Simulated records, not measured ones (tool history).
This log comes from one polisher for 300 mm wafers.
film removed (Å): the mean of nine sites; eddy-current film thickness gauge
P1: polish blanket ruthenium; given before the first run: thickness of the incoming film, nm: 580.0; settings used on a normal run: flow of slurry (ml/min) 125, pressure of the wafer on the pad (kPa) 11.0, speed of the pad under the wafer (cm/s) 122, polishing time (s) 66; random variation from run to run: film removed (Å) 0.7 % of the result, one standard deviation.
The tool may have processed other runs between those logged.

run,day,flow of slurry (ml/min),pressure of the wafer on the pad (kPa),speed of the pad under the wafer (cm/s),polishing time (s),wafers polished on this pad,hours since the slurry nozzle was cleaned,hours since the head pressure was calibrated,film removed (Å)
1,0.596,125,11.0,122,66,437,295.7,476.1,578.51
2,0.921,75,11.0,122,66,513,303.5,483.9,511.21
3,1.204,125,11.0,122,66,580,310.3,490.7,592.26
4,1.792,125,17.9,122,66,717,324.4,504.8,946.04
5,2.258,125,11.0,184,66,827,335.6,516.0,880.92
6,2.621,125,11.0,122,97,912,344.3,524.7,852.72
7,2.988,125,4.8,122,66,997,353.1,533.5,257.04
8,3.296,75,11.0,156,66,1070,360.5,540.9,658.98
9,3.812,125,11.0,122,66,1191,372.9,553.3,583.50
10,4.158,125,11.0,122,66,1272,381.2,561.6,585.04
# day 4.288: worn pad replaced by a new one
11,4.467,125,11.0,122,66,42,388.6,569.0,582.32
12,4.933,125,17.9,122,43,151,399.8,580.2,618.86
13,5.504,125,11.0,122,31,285,413.5,593.9,275.99
14,6.017,185,11.0,122,66,405,425.8,606.2,613.51
15,6.279,125,11.0,56,98,466,432.1,612.5,396.42
16,6.796,125,11.0,64,66,587,444.5,624.9,308.24
17,7.296,125,11.0,122,66,705,456.5,636.9,588.46
18,7.700,125,11.0,122,66,799,466.2,646.6,579.82
19,7.979,125,11.0,122,66,865,472.9,653.3,575.47
20,8.575,125,11.0,122,66,1004,487.2,667.6,562.12
21,8.996,125,11.0,122,66,1103,497.3,677.7,546.38
22,9.283,125,11.0,122,66,1170,504.2,684.6,548.43
# day 9.454: worn pad replaced by a new one
23,9.667,125,11.0,122,66,50,513.4,693.8,532.11
24,9.975,125,11.0,122,66,122,520.8,701.2,531.68
25,10.396,125,11.0,122,66,220,530.9,711.3,533.68
26,10.738,125,11.0,122,66,301,539.1,719.5,529.86
27,11.292,125,11.0,122,66,430,552.4,732.8,523.03
28,11.779,125,11.0,122,66,545,564.1,744.5,531.12

P1 has crept away from where it was. The log is fitted equally well by each of these 2 causes, at the sizes shown:
A: slurry flow missing at the pad, % = 33.9
B: head's pressure below its setpoint, % = 9.79
At approximately day 7.700, the process output began to creep.
Each remaining cause and why it is not a fit:
removal rate lost through wear of the pad, %: serviced at day 9.454, after the change had begun; the process did not return to its earlier output

4 check runs are offered, each on 5 wafers whose results are averaged, their results left as question marks. Which one tells the causes apart?
check 1,12.267,175,11.0,94,66,,,,?
check 2,12.267,125,11.0,68,66,,,,?
check 3,12.267,125,8.3,122,66,,,,?
check 4,12.267,125,16.5,122,66,,,,?

Check results expected under each cause:
check,result,if A,if B
check 1,film removed (Å),442.04,430.24
check 2,film removed (Å),293.32,293.27
check 3,film removed (Å),394.68,394.62
check 4,film removed (Å),789.37,789.23
How far apart the two closest causes lie, in the result that separates them most: check 1 2.71 %; check 2 0.02 %; check 3 0.02 %; check 4 0.02 %
The other checks would show nearly matching results whichever cause is true, so check 1 is the only one that separates the causes.

Check 1 was carried out, with these results: film removed (Å) 443.41. Which of the listed causes is responsible?

Of the candidate causes, it is A: slurry flow missing at the pad, %.
